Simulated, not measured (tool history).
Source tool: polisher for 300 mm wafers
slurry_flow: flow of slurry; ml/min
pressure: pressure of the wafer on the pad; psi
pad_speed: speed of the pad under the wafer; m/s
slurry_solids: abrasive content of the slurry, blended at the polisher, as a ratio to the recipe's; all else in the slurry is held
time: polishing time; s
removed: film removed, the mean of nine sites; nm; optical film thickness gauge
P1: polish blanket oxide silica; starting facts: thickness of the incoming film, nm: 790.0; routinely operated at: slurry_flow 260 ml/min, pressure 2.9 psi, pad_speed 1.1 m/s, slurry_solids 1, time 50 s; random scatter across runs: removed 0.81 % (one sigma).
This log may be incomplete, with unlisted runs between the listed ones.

run	hour	slurry_flow	pressure	pad_speed	slurry_solids	time	removed
1	14.8	260	2.9	1.1	1	50	123.16
2	31.6	260	2.9	1.1	1	50	123.37
3	48	260	2.9	0.72	1	50	87.099
4	62.1	155	2.9	1.1	1	50	115.5
5	75.3	260	2.9	1.1	1.5	50	146.96
6	84.7	260	2.9	1.1	1	50	121.88
7	92.2	260	2.9	1.1	1	50	123.03
8	104.7	260	2.9	1.1	1	50	122.88
9	120.1	260	2.9	1.1	0.5	50	84.283
10	129.5	260	2.9	1.64	1	50	168.99
11	137.6	260	2.9	1.1	1	73	180.66
12	147.2	260	4.3	1.1	1	50	181.56
13	163.6	260	1.6	1.1	1	50	68.483
14	175.3	175	2.9	1.1	1.35	50	134.16
15	189.3	410	2.9	1.1	1	50	128.32
16	197.1	260	2.9	1.1	1	50	124.06
17	211.2	260	2.9	1.1	1	50	121.91
18	225.5	260	2.9	1.1	1	28	68.886

Run 19 is up next; what results do you expect?
19	234.4	260	2.9	1.1	1	50	?

{"run 19": {"removed": 123.71}}
